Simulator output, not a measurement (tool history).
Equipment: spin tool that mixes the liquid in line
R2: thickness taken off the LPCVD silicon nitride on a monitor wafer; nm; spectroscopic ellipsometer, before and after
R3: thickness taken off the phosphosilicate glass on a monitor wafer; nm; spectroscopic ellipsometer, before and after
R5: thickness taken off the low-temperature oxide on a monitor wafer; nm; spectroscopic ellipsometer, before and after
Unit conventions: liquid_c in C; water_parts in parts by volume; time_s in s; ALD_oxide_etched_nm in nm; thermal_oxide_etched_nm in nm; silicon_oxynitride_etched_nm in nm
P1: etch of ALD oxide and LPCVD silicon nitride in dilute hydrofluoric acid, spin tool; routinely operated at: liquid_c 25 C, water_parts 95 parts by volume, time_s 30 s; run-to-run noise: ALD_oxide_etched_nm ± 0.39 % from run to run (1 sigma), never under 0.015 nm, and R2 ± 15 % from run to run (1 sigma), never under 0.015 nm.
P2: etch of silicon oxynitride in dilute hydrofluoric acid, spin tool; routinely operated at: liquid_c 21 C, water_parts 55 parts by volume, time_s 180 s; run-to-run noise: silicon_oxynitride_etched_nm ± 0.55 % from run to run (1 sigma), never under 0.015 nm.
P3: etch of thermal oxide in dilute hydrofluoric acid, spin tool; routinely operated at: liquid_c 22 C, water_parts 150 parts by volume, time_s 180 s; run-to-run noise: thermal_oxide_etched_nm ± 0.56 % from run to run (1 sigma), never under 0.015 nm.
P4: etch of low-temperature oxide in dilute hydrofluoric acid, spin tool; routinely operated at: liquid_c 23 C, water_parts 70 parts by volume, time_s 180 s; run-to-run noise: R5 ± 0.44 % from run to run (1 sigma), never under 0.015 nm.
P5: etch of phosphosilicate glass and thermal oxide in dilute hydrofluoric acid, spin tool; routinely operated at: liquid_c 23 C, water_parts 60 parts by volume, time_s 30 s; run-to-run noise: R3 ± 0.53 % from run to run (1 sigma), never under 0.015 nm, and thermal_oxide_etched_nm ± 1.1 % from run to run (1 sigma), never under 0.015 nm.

Run 1, hour 8.8: process P1, liquid_c 25 C, water_parts 95 parts by volume, time_s 30 s. Result: ALD_oxide_etched_nm 10.618 nm, R2 0.17137 nm.
Run 2, hour 17.8: process P5, liquid_c 23 C, water_parts 60 parts by volume, time_s 30 s. Result: R3 61.348 nm, thermal_oxide_etched_nm 2.2585 nm.
Run 3, hour 26.6: process P1, liquid_c 25 C, water_parts 95 parts by volume, time_s 15 s. Result: ALD_oxide_etched_nm 5.2697 nm, R2 0.081939 nm.
Run 4, hour 33.7: process P1, liquid_c 25 C, water_parts 95 parts by volume, time_s 30 s. Result: ALD_oxide_etched_nm 10.637 nm, R2 0.15424 nm.
Run 5, hour 37.8: process P4, liquid_c 23 C, water_parts 70 parts by volume, time_s 180 s. Result: R5 30.314 nm.
Run 6, hour 45.5: process P4, liquid_c 30 C, water_parts 70 parts by volume, time_s 180 s. Result: R5 40.075 nm.
Run 7, hour 52.4: process P2, liquid_c 21 C, water_parts 55 parts by volume, time_s 180 s. Result: silicon_oxynitride_etched_nm 4.338 nm.
Run 8, hour 60.4: process P3, liquid_c 22 C, water_parts 150 parts by volume, time_s 15 s. Result: thermal_oxide_etched_nm 0.43507 nm.
At hour 64.1: hydrofluoric acid flow meter replaced.
Run 9, hour 66.8: process P1, liquid_c 25 C, water_parts 95 parts by volume, time_s 30 s. Result: ALD_oxide_etched_nm 10.558 nm, R2 0.20711 nm.
Run 10, hour 71.8: process P5, liquid_c 23 C, water_parts 60 parts by volume, time_s 30 s. Result: R3 61.122 nm, thermal_oxide_etched_nm 2.2749 nm.
Run 11, hour 79.8: process P3, liquid_c 17 C, water_parts 150 parts by volume, time_s 180 s. Result: thermal_oxide_etched_nm 4.1682 nm.
Run 12, hour 87.8: process P1, liquid_c 25 C, water_parts 95 parts by volume, time_s 30 s. Result: ALD_oxide_etched_nm 10.627 nm, R2 0.10388 nm.
Run 13, hour 95.7: process P2, liquid_c 17 C, water_parts 55 parts by volume, time_s 180 s. Result: silicon_oxynitride_etched_nm 3.504 nm.
Run 14, hour 100.5: process P1, liquid_c 25 C, water_parts 35 parts by volume, time_s 30 s. Result: ALD_oxide_etched_nm 31.075 nm, R2 0.46649 nm.
Run 15, hour 107.5: process P1, liquid_c 25 C, water_parts 50 parts by volume, time_s 15 s. Result: ALD_oxide_etched_nm 10.776 nm, R2 0.11972 nm.
Run 16, hour 115.2: process P5, liquid_c 23 C, water_parts 25 parts by volume, time_s 30 s. Result: R3 151.73 nm, thermal_oxide_etched_nm 5.7408 nm.
Run 17, hour 123.4: process P1, liquid_c 25 C, water_parts 145 parts by volume, time_s 30 s. Result: ALD_oxide_etched_nm 6.5119 nm, R2 0.085086 nm.
Run 18, hour 131.2: process P2, liquid_c 21 C, water_parts 55 parts by volume, time_s 360 s. Result: silicon_oxynitride_etched_nm 8.6328 nm.
Run 19, hour 137.8: process P5, liquid_c 23 C, water_parts 60 parts by volume, time_s 60 s. Result: R3 121.64 nm, thermal_oxide_etched_nm 4.6548 nm.
Run 20, hour 146.8: process P1, liquid_c 18 C, water_parts 95 parts by volume, time_s 30 s. Result: ALD_oxide_etched_nm 8.041 nm, R2 0.081647 nm.
Run 21, hour 152.2: process P4, liquid_c 23 C, water_parts 70 parts by volume, time_s 365 s. Result: R5 61.095 nm.
Run 22, hour 157.2: process P4, liquid_c 23 C, water_parts 40 parts by volume, time_s 180 s. Result: R5 54.637 nm.
Run 23, hour 163.9: process P1, liquid_c 30.5 C, water_parts 95 parts by volume, time_s 30 s. Result: ALD_oxide_etched_nm 13.198 nm, R2 0.19252 nm.
Run 24, hour 173: process P1, liquid_c 25 C, water_parts 95 parts by volume, time_s 30 s. Result: ALD_oxide_etched_nm 10.66 nm, R2 0.10282 nm.
Run 25, hour 179.7: process P3, liquid_c 22 C, water_parts 45 parts by volume, time_s 180 s. Result: thermal_oxide_etched_nm 19.137 nm.
Run 26, hour 187.6: process P3, liquid_c 22 C, water_parts 150 parts by volume, time_s 180 s. Result: thermal_oxide_etched_nm 5.075 nm.
Run 27, hour 193.6: process P1, liquid_c 25 C, water_parts 95 parts by volume, time_s 30 s. Result: ALD_oxide_etched_nm 10.644 nm, R2 0.10002 nm.
Run 28, hour 200.9: process P1, liquid_c 25 C, water_parts 95 parts by volume, time_s 30 s. Result: ALD_oxide_etched_nm 10.576 nm, R2 0.15081 nm.
Run 29, hour 208.7: process P2, liquid_c 21 C, water_parts 20 parts by volume, time_s 180 s. Result: silicon_oxynitride_etched_nm 11.96 nm.
Run 30, hour 214.4: process P1, liquid_c 25 C, water_parts 40 parts by volume, time_s 15 s. Result: ALD_oxide_etched_nm 13.544 nm, R2 0.11656 nm.
Run 31, hour 219.6: process P5, liquid_c 31.5 C, water_parts 60 parts by volume, time_s 30 s. Result: R3 85.715 nm, thermal_oxide_etched_nm 3.3106 nm.
Run 32, hour 223.8: process P1, liquid_c 25 C, water_parts 95 parts by volume, time_s 60 s. Result: ALD_oxide_etched_nm 21.177 nm, R2 0.3131 nm.
Run 33, hour 230.4: process P1, liquid_c 25 C, water_parts 95 parts by volume, time_s 30 s. Result: ALD_oxide_etched_nm 10.626 nm, R2 0.14847 nm.
Run 34, hour 237.4: process P1, liquid_c 25 C, water_parts 95 parts by volume, time_s 30 s. Result: ALD_oxide_etched_nm 10.938 nm, R2 0.18895 nm.
Run 35, hour 242.5: process P1, liquid_c 25 C, water_parts 95 parts by volume, time_s 30 s. Result: ALD_oxide_etched_nm 11.099 nm, R2 0.13995 nm.
Run 36, hour 248.8: process P1, liquid_c 25 C, water_parts 95 parts by volume, time_s 30 s. Result: ALD_oxide_etched_nm 11.288 nm, R2 0.12131 nm.
Run 37, hour 256.9: process P1, liquid_c 25 C, water_parts 95 parts by volume, time_s 30 s. Result: ALD_oxide_etched_nm 11.347 nm, R2 0.18154 nm.
Run 38, hour 264.3: process P1, liquid_c 25 C, water_parts 95 parts by volume, time_s 30 s. Result: ALD_oxide_etched_nm 11.412 nm, R2 0.15452 nm.
Run 39, hour 271.9: process P1, liquid_c 25 C, water_parts 95 parts by volume, time_s 30 s. Result: ALD_oxide_etched_nm 11.545 nm, R2 0.18503 nm.
Run 40, hour 280.4: process P1, liquid_c 25 C, water_parts 95 parts by volume, time_s 30 s. Result: ALD_oxide_etched_nm 11.529 nm, R2 0.20388 nm.
Run 41, hour 285.1: process P1, liquid_c 25 C, water_parts 95 parts by volume, time_s 30 s. Result: ALD_oxide_etched_nm 11.453 nm, R2 0.1821 nm.
Run 42, hour 290.1: process P1, liquid_c 25 C, water_parts 95 parts by volume, time_s 30 s. Result: ALD_oxide_etched_nm 11.516 nm, R2 0.19575 nm.

Compared with where it was, what P1 gives has crept away. Each cause listed below fits the log as well as the rest, at the size given for it:
A: hydrofluoric acid flow above the setpoint (%) = 7.47
B: liquid hotter than its thermometer reads (K) = 2.07
The gradual shift began around hour 230.4.

You are offered 4 check runs, listed below with question marks in place of their results; each one averages 2 wafers. Which run separates the listed causes by giving clearly different results for each?
Run check 1, hour 295.1: process P3, liquid_c 17 C, water_parts 150 parts by volume, time_s 20 s. Result: thermal_oxide_etched_nm ?.
Run check 2, hour 295.1: process P2, liquid_c 17 C, water_parts 55 parts by volume, time_s 340 s. Result: silicon_oxynitride_etched_nm ?.
Run check 3, hour 295.1: process P5, liquid_c 27 C, water_parts 60 parts by volume, time_s 30 s. Result: R3 ?, thermal_oxide_etched_nm ?.
Run check 4, hour 295.1: process P4, liquid_c 29.5 C, water_parts 70 parts by volume, time_s 345 s. Result: R5 ?.

What each check would give under each cause:
  check                        result     if A     if B
check 1       thermal_oxide_etched_nm  0.50285  0.50373
check 2  silicon_oxynitride_etched_nm   7.1511   7.3771
check 3                            R3   77.199   77.497
check 3       thermal_oxide_etched_nm   2.9416   2.9529
check 4                            R5   81.589   81.595
Separation of the two closest causes in each check, using whichever result separates them best: check 1 0.17 %; check 2 3.11 %; check 3 0.39 %; check 4 0.01 %
The causes can be told apart only by check 2. The other checks would give nearly the same results under each of them.

Running check 2 produced the following: silicon_oxynitride_etched_nm 7.1527 nm. Which one of the listed causes fits?

The cause is A: hydrofluoric acid flow above the setpoint (%).

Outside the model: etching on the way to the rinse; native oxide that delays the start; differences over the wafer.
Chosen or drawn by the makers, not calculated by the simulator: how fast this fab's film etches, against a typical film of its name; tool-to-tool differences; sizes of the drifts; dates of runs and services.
